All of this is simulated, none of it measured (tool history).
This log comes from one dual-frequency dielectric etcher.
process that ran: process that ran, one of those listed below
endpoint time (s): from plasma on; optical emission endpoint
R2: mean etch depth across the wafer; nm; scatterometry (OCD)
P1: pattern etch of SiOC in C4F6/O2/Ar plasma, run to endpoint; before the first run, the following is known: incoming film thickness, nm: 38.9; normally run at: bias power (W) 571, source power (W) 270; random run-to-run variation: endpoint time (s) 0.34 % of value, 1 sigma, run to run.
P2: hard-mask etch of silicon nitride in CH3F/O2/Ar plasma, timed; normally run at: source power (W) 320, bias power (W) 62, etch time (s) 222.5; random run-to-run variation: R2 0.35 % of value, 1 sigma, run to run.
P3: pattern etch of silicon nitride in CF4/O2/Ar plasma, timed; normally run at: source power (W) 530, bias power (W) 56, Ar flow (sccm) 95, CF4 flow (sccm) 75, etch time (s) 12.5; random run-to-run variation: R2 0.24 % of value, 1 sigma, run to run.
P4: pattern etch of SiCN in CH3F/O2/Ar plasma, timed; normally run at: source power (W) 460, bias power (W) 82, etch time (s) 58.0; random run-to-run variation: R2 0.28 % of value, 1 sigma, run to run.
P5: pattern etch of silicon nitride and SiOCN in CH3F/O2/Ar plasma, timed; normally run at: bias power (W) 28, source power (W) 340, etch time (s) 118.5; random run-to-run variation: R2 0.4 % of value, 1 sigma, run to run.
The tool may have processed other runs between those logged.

{"run": 1, "hour": 8.5, "process that ran": "P1", "bias power (W)": 571, "source power (W)": 270, "endpoint time (s)": 14.408}
{"run": 2, "hour": 17.2, "process that ran": "P3", "bias power (W)": 56, "source power (W)": 530, "Ar flow (sccm)": 95, "CF4 flow (sccm)": 55, "etch time (s)": 12.5, "R2": 23.171}
{"run": 3, "hour": 30.3, "process that ran": "P4", "bias power (W)": 82, "source power (W)": 570, "etch time (s)": 58.0, "R2": 25.203}
{"run": 4, "hour": 41.0, "process that ran": "P2", "bias power (W)": 62, "source power (W)": 320, "etch time (s)": 125.5, "R2": 76.911}
{"run": 5, "hour": 53.9, "process that ran": "P1", "bias power (W)": 801, "source power (W)": 270, "endpoint time (s)": 12.517}
{"run": 6, "hour": 68.2, "process that ran": "P3", "bias power (W)": 56, "source power (W)": 530, "Ar flow (sccm)": 95, "CF4 flow (sccm)": 75, "etch time (s)": 19.0, "R2": 36.593}
{"run": 7, "hour": 81.0, "process that ran": "P1", "bias power (W)": 382, "source power (W)": 270, "endpoint time (s)": 16.753}
{"run": 8, "hour": 90.3, "process that ran": "P2", "bias power (W)": 62, "source power (W)": 260, "etch time (s)": 222.5, "R2": 126.18}
{"run": 9, "hour": 102.9, "process that ran": "P1", "bias power (W)": 571, "source power (W)": 270, "endpoint time (s)": 14.351}
{"run": 10, "hour": 110.2, "process that ran": "P4", "bias power (W)": 82, "source power (W)": 460, "etch time (s)": 58.0, "R2": 23.236}
{"run": 11, "hour": 117.2, "process that ran": "P5", "bias power (W)": 34, "source power (W)": 340, "etch time (s)": 118.5, "R2": 18.151}
{"run": 12, "hour": 125.1, "process that ran": "P2", "bias power (W)": 62, "source power (W)": 320, "etch time (s)": 222.5, "R2": 135.23}
{"run": 13, "hour": 133.8, "process that ran": "P1", "bias power (W)": 571, "source power (W)": 270, "endpoint time (s)": 14.334}
{"run": 14, "hour": 147.9, "process that ran": "P5", "bias power (W)": 28, "source power (W)": 340, "etch time (s)": 156.5, "R2": 21.728}
{"run": 15, "hour": 159.5, "process that ran": "P1", "bias power (W)": 699, "source power (W)": 340, "endpoint time (s)": 12.187}
{"run": 16, "hour": 170.0, "process that ran": "P4", "bias power (W)": 107, "source power (W)": 460, "etch time (s)": 58.0, "R2": 25.564}
{"run": 17, "hour": 180.1, "process that ran": "P4", "bias power (W)": 82, "source power (W)": 460, "etch time (s)": 33.5, "R2": 13.494}
{"run": 18, "hour": 190.7, "process that ran": "P1", "bias power (W)": 571, "source power (W)": 270, "endpoint time (s)": 14.418}
{"run": 19, "hour": 202.1, "process that ran": "P2", "bias power (W)": 36, "source power (W)": 320, "etch time (s)": 222.5, "R2": 114.72}
{"run": 20, "hour": 208.7, "process that ran": "P3", "bias power (W)": 78, "source power (W)": 530, "Ar flow (sccm)": 95, "CF4 flow (sccm)": 75, "etch time (s)": 12.5, "R2": 27.466}
{"run": 21, "hour": 216.7, "process that ran": "P3", "bias power (W)": 56, "source power (W)": 410, "Ar flow (sccm)": 95, "CF4 flow (sccm)": 75, "etch time (s)": 12.5, "R2": 19.371}
{"run": 22, "hour": 231.1, "process that ran": "P1", "bias power (W)": 571, "source power (W)": 330, "endpoint time (s)": 13.407}
{"run": 23, "hour": 240.1, "process that ran": "P1", "bias power (W)": 571, "source power (W)": 150, "endpoint time (s)": 17.776}
{"run": 24, "hour": 254.2, "process that ran": "P5", "bias power (W)": 28, "source power (W)": 340, "etch time (s)": 118.5, "R2": 16.392}
{"run": 25, "hour": 262.2, "process that ran": "P2", "bias power (W)": 62, "source power (W)": 320, "etch time (s)": 222.5, "R2": 135.6}
{"run": 26, "hour": 272.9, "process that ran": "P5", "bias power (W)": 28, "source power (W)": 470, "etch time (s)": 118.5, "R2": 18.362}
{"run": 27, "hour": 280.0, "process that ran": "P3", "bias power (W)": 56, "source power (W)": 530, "Ar flow (sccm)": 62, "CF4 flow (sccm)": 75, "etch time (s)": 12.5, "R2": 25.486}
{"run": 28, "hour": 288.3, "process that ran": "P3", "bias power (W)": 56, "source power (W)": 530, "Ar flow (sccm)": 95, "CF4 flow (sccm)": 75, "etch time (s)": 12.5, "R2": 24.168}
{"run": 29, "hour": 297.0, "process that ran": "P1", "bias power (W)": 571, "source power (W)": 270, "endpoint time (s)": 14.36}
{"run": 30, "hour": 305.3, "process that ran": "P1", "bias power (W)": 571, "source power (W)": 270, "endpoint time (s)": 14.445}
{"run": 31, "hour": 313.5, "process that ran": "P1", "bias power (W)": 571, "source power (W)": 270, "endpoint time (s)": 14.593}
{"run": 32, "hour": 320.0, "process that ran": "P1", "bias power (W)": 571, "source power (W)": 270, "endpoint time (s)": 14.457}
{"run": 33, "hour": 327.8, "process that ran": "P1", "bias power (W)": 571, "source power (W)": 270, "endpoint time (s)": 14.534}
{"run": 34, "hour": 339.2, "process that ran": "P1", "bias power (W)": 571, "source power (W)": 270, "endpoint time (s)": 14.61}
{"hour": 349.5, "done": "wet clean of the chamber"}
{"run": 35, "hour": 352.4, "process that ran": "P1", "bias power (W)": 571, "source power (W)": 270, "endpoint time (s)": 14.543}
{"run": 36, "hour": 359.9, "process that ran": "P1", "bias power (W)": 571, "source power (W)": 270, "endpoint time (s)": 14.635}
{"run": 37, "hour": 371.3, "process that ran": "P1", "bias power (W)": 571, "source power (W)": 270, "endpoint time (s)": 14.652}
{"run": 38, "hour": 382.7, "process that ran": "P1", "bias power (W)": 571, "source power (W)": 270, "endpoint time (s)": 14.629}

Something has made what P1 gives creep away from where it was; the 2 causes below, each at its own stated size, fit the log equally well:
A: source power that arrives under what is set, % = 4.54
B: bias power that arrives under what is set, % = 4.29
The onset of the drift is placed at about hour 297.0.
Excluded causes, each with its reason:
chamber walls in a state that lowers the etch rate, %: maintenance at hour 349.5, after the shift began, did not return the process to its former output

The check runs listed below each take one wafer, and their results are still question marks. Under which run would the listed causes lead to clearly different results?
{"run": "check 1", "hour": 394.1, "process that ran": "P4", "bias power (W)": 82, "source power (W)": 460, "etch time (s)": 58.0, "R2": "?"}
{"run": "check 2", "hour": 394.1, "process that ran": "P2", "bias power (W)": 62, "source power (W)": 320, "etch time (s)": 222.5, "R2": "?"}
{"run": "check 3", "hour": 394.1, "process that ran": "P5", "bias power (W)": 28, "source power (W)": 340, "etch time (s)": 118.5, "R2": "?"}
{"run": "check 4", "hour": 394.1, "process that ran": "P3", "bias power (W)": 56, "source power (W)": 530, "Ar flow (sccm)": 95, "CF4 flow (sccm)": 75, "etch time (s)": 12.5, "R2": "?"}

How each check would come out, cause by cause:
check=check_1 result=R2 if_A=22.846 if_B=22.885
check=check_2 result=R2 if_A=133.460 if_B=133.850
check=check_3 result=R2 if_A=16.215 if_B=16.138
check=check_4 result=R2 if_A=23.158 if_B=23.698
Distance between the nearest two causes, measured in the result of the check that separates them most: check 1 0.17 %; check 2 0.3 %; check 3 0.48 %; check 4 2.31 %
Check 4 is the one run that separates the causes; every other check would come out nearly the same whichever cause is at work.

Check 4 was then run and gave: R2 23.780 nm. Which cause is it?

B is the cause: bias power that arrives under what is set, %.

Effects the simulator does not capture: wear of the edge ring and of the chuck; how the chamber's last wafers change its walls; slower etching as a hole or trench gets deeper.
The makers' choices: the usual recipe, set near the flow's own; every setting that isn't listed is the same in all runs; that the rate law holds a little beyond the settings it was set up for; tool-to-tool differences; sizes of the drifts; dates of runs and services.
